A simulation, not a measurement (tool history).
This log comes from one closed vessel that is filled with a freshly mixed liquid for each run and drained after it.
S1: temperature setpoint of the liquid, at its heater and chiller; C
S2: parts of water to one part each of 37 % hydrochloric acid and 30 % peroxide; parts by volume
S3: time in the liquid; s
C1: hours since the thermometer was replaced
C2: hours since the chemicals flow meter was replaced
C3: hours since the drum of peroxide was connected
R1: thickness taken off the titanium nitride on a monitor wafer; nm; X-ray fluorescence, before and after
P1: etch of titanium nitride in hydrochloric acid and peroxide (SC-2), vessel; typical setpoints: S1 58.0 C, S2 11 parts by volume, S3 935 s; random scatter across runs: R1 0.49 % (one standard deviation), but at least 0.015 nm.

run   hour    S1  S2    S3     C1     C2     C3        R1
  1    7.4  58.0  11   935  505.1  297.6  155.1   48.9080
  2   15.2  71.0  11   935  512.9  305.4  162.9  109.8000
  3   19.6  58.0   4   935  517.3  309.8  167.3  107.3500
  4   24.3  67.5   4   935  522.0  314.5  172.0  193.8400
  5   28.7  58.0  11   935  526.4  318.9  176.4   49.1040
  6   35.6  58.0  17   935  533.3  325.8  183.3   33.7360
  7   40.5  58.0  19   520  538.2  330.7  188.2   16.9280
  8   46.6  58.0  11   935  544.3  336.8  194.3   49.4470
  9   53.2  58.0  11  1475  550.9  343.4  200.9   78.1660
 10   59.0  58.0  11   475  556.7  349.2  206.7   24.9700
 11   65.5  58.0  11   935  563.2  355.7  213.2   49.6390
 12   71.4  45.5  11   935  569.1  361.6  219.1   21.6150
 13   75.6  58.0  11   935  573.3  365.8  223.3   49.2970
      79.9  -- chemicals flow meter replaced
 14   83.4  58.0  18   230  581.1    3.6  231.1    7.9349
 15   87.9  58.0  11   935  585.6    8.1  235.6   49.9980
 16   91.9  58.0  11   935  589.6   12.1  239.6   49.5260
 17   97.5  58.0  11   935  595.2   17.7  245.2   48.0110
 18  101.4  58.0  11   935  599.1   21.6  249.1   47.1200
 19  108.5  58.0  11   935  606.2   28.7  256.2   46.0370
 20  115.0  58.0  11   935  612.7   35.2  262.7   45.6910
 21  122.3  58.0  11   935  620.0   42.5  270.0   45.5090
     124.4  -- new drum of peroxide connected
 22  129.2  58.0  11   935  626.9   49.4    4.8   44.6930
 23  135.6  58.0  11   935  633.3   55.8   11.2   44.5110
 24  142.8  58.0  11   935  640.5   63.0   18.4   44.8370
 25  149.4  58.0  11   935  647.1   69.6   25.0   45.2370

The output of P1 has drifted from where it used to be. Each of the 2 causes below, taken at the size shown beside it, accounts for the log equally well:
A: chemicals flow below the setpoint (%) = 10.9
B: liquid colder than its thermometer reads (K) = 1.55
The drift started at roughly hour 91.9.
Every other cause this tool's parts could produce, and why it does not fit the log:
peroxide weaker than its label (%): serviced at hour 124.4, which brought nothing back

Each of the check runs listed below is run on 3 wafers and reports their average, with the results left as question marks. Pick the one under which the possible causes would lead to clearly different results.
check 1  156.0  58.0   4.0   935               ?
check 2  156.0  49.0  11.0   505               ?
check 3  156.0  63.5  11.0  1350               ?
check 4  156.0  58.0  14.5   525               ?

What each check would give under each cause:
  check  result     if A     if B
check 1      R1  99.0540  97.0410
check 2      R1  13.4490  13.3690
check 3      R1  91.2060  91.4670
check 4      R1  19.7500  19.8140
How far apart the two closest causes lie, in the result that separates them most: check 1 2.05 %; check 2 0.6 %; check 3 0.29 %; check 4 0.32 %
Only check 1 tells the causes apart: in the others they would give nearly the same result.

Check 1 was carried out, with these results: R1 98.7610 nm. Which of the listed causes is responsible?

The correct cause is A, namely: chemicals flow below the setpoint (%).

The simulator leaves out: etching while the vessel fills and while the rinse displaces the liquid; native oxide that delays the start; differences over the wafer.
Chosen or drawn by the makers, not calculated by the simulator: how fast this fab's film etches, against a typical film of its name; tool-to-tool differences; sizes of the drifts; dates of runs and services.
